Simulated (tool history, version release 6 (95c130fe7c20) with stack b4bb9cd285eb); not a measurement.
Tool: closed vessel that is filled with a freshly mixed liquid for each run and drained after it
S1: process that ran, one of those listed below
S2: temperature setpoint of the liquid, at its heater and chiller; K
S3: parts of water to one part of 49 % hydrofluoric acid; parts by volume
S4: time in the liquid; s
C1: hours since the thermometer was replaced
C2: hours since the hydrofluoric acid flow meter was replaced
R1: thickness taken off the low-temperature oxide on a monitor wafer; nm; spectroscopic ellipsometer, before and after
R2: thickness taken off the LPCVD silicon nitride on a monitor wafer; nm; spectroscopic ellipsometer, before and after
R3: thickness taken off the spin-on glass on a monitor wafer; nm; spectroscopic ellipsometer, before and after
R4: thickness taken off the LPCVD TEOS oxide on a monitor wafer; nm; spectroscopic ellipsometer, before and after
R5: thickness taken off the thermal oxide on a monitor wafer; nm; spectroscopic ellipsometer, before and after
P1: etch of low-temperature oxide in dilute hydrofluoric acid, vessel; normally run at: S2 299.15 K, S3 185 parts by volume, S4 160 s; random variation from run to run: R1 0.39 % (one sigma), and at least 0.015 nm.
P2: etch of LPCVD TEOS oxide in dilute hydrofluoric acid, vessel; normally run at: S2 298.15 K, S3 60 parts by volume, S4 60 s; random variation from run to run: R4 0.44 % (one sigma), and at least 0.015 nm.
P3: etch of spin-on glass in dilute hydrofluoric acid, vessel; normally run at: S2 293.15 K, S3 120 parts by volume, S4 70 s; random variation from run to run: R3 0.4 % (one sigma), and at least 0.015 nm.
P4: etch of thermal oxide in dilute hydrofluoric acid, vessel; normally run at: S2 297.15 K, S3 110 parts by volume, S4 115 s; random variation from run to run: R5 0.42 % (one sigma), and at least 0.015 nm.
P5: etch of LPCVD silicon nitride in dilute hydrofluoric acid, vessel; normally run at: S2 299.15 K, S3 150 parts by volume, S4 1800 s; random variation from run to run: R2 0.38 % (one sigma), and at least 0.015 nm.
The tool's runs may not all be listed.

| run | hour | S1 | S2 | S3 | S4 | C1 | C2 | R1 | R2 | R3 | R4 | R5 |
|---|---|---|---|---|---|---|---|---|---|---|---|---|
| 1 | 17.7 | P1 | 299.15 | 185 | 160 | 1481.9 | 175.1 | 16.0920 |  |  |  |  |
| 2 | 25.8 | P5 | 299.15 | 150 | 535 | 1490.0 | 183.2 |  | 1.9651 |  |  |  |
| 3 | 42.7 | P3 | 293.15 | 205 | 70 | 1506.9 | 200.1 |  |  | 8.8343 |  |  |
| 4 | 54.5 | P2 | 298.15 | 60 | 105 | 1518.7 | 211.9 |  |  |  | 65.338 |  |
| 5 | 65.2 | P4 | 297.15 | 180 | 115 | 1529.4 | 222.6 |  |  |  |  | 2.7671 |
| 6 | 79.1 | P2 | 298.15 | 60 | 60 | 1543.3 | 236.5 |  |  |  | 37.408 |  |
| 7 | 88.8 | P1 | 304.15 | 185 | 160 | 1553.0 | 246.2 | 19.3020 |  |  |  |  |
| 8 | 101.0 | P3 | 293.15 | 120 | 30 | 1565.2 | 258.4 |  |  | 7.0562 |  |  |
| 9 | 114.9 | P4 | 297.15 | 110 | 195 | 1579.1 | 272.3 |  |  |  |  | 8.3075 |
| 10 | 126.6 | P5 | 299.15 | 150 | 1800 | 1590.8 | 284.0 |  | 6.6725 |  |  |  |
| 11 | 140.4 | P1 | 299.15 | 185 | 160 | 1604.6 | 297.8 | 16.2690 |  |  |  |  |
| 12 | 157.4 | P2 | 298.15 | 110 | 60 | 1621.6 | 314.8 |  |  |  | 19.139 |  |
| 13 | 171.0 | P2 | 298.15 | 60 | 60 | 1635.2 | 328.4 |  |  |  | 37.342 |  |
| 14 | 189.0 | P1 | 299.15 | 185 | 160 | 1653.2 | 346.4 | 16.2510 |  |  |  |  |
| 15 | 197.5 | P5 | 305.65 | 150 | 1800 | 1661.7 | 354.9 |  | 9.9063 |  |  |  |
| 16 | 209.7 | P3 | 290.15 | 120 | 70 | 1673.9 | 367.1 |  |  | 14.5840 |  |  |
| 17 | 218.8 | P2 | 290.65 | 60 | 60 | 1683.0 | 376.2 |  |  |  | 27.493 |  |
| 18 | 227.2 | P5 | 299.15 | 150 | 1800 | 1691.4 | 384.6 |  | 6.6336 |  |  |  |
| 19 | 240.0 | P1 | 299.15 | 185 | 160 | 1704.2 | 397.4 | 16.1380 |  |  |  |  |
| 20 | 251.0 | P1 | 299.15 | 50 | 160 | 1715.2 | 408.4 | 70.8040 |  |  |  |  |
| 21 | 263.0 | P3 | 293.15 | 120 | 70 | 1727.2 | 420.4 |  |  | 16.5370 |  |  |
| 22 | 278.9 | P1 | 299.15 | 185 | 315 | 1743.1 | 436.3 | 32.1080 |  |  |  |  |
| 23 | 288.6 | P4 | 297.15 | 110 | 115 | 1752.8 | 446.0 |  |  |  |  | 4.9412 |
| 24 | 305.9 | P3 | 293.15 | 120 | 70 | 1770.1 | 463.3 |  |  | 16.4120 |  |  |
|  | 311.7 | thermometer replaced |
| 25 | 314.8 | P1 | 292.15 | 185 | 160 | 3.2 | 472.2 | 12.4300 |  |  |  |  |
| 26 | 323.8 | P5 | 299.15 | 265 | 1800 | 12.2 | 481.2 |  | 3.7591 |  |  |  |
| 27 | 340.2 | P1 | 299.15 | 250 | 160 | 28.6 | 497.6 | 11.1230 |  |  |  |  |
| 28 | 358.5 | P1 | 299.15 | 185 | 160 | 46.9 | 515.9 | 16.1320 |  |  |  |  |
| 29 | 371.4 | P1 | 293.15 | 75 | 160 | 59.8 | 528.8 | 35.6610 |  |  |  |  |
| 30 | 388.6 | P4 | 290.15 | 110 | 115 | 77.0 | 546.0 |  |  |  |  | 3.6630 |
| 31 | 403.5 | P1 | 299.15 | 185 | 50 | 91.9 | 560.9 | 5.0838 |  |  |  |  |
| 32 | 420.1 | P4 | 297.15 | 110 | 115 | 108.5 | 577.5 |  |  |  |  | 4.8327 |
| 33 | 433.6 | P1 | 299.15 | 275 | 255 | 122.0 | 591.0 | 15.8380 |  |  |  |  |
| 34 | 451.1 | P1 | 299.15 | 185 | 160 | 139.5 | 608.5 | 16.2790 |  |  |  |  |
| 35 | 465.8 | P1 | 299.15 | 185 | 160 | 154.2 | 623.2 | 16.5690 |  |  |  |  |
| 36 | 474.6 | P1 | 299.15 | 185 | 160 | 163.0 | 632.0 | 16.9760 |  |  |  |  |
| 37 | 485.6 | P1 | 299.15 | 185 | 160 | 174.0 | 643.0 | 17.1280 |  |  |  |  |
| 38 | 497.4 | P1 | 299.15 | 185 | 160 | 185.8 | 654.8 | 17.3040 |  |  |  |  |
| 39 | 511.5 | P1 | 299.15 | 185 | 160 | 199.9 | 668.9 | 17.2790 |  |  |  |  |
| 40 | 525.9 | P1 | 299.15 | 185 | 160 | 214.3 | 683.3 | 17.4360 |  |  |  |  |
| 41 | 540.4 | P1 | 299.15 | 185 | 160 | 228.8 | 697.8 | 17.4750 |  |  |  |  |
| 42 | 551.4 | P1 | 299.15 | 185 | 160 | 239.8 | 708.8 | 17.3310 |  |  |  |  |
| 43 | 560.6 | P1 | 299.15 | 185 | 160 | 249.0 | 718.0 | 17.4590 |  |  |  |  |

What P1 gives has crept away from where it was. These 2 causes fit the log equally well, each at the size given:
A: hydrofluoric acid flow above the setpoint (%) = 6.5
B: liquid hotter than its thermometer reads (K) = 2.11
The creep began at about hour 451.1.

4 check runs are offered, one wafer each, their results left as question marks. Which one tells the causes apart?
| check 1 | 569.8 | P5 | 299.15 | 215 | 1800 |  |  |  | ? |  |  |  |
| check 2 | 569.8 | P4 | 290.15 | 155 | 115 |  |  |  |  |  |  | ? |
| check 3 | 569.8 | P3 | 290.15 | 195 | 70 |  |  |  |  | ? |  |  |
| check 4 | 569.8 | P2 | 298.15 | 105 | 95 |  |  |  |  |  | ? |  |

What each check would give under each cause:
| check | result | if A | if B |
|---|---|---|---|
| check 1 | R2 | 4.9387 | 5.2754 |
| check 2 | R5 | 2.6786 | 2.7142 |
| check 3 | R3 | 8.9887 | 9.0741 |
| check 4 | R4 | 34.309 | 34.678 |
How far apart the two closest causes lie, in the result that separates them most: check 1 6.59 %; check 2 1.32 %; check 3 0.95 %; check 4 1.07 %
Check 1 tells the causes apart: in the others they would give nearly the same result.

Then check 1 was run and gave: R2 5.3060 nm. Which cause is it?

It is B: liquid hotter than its thermometer reads (K).
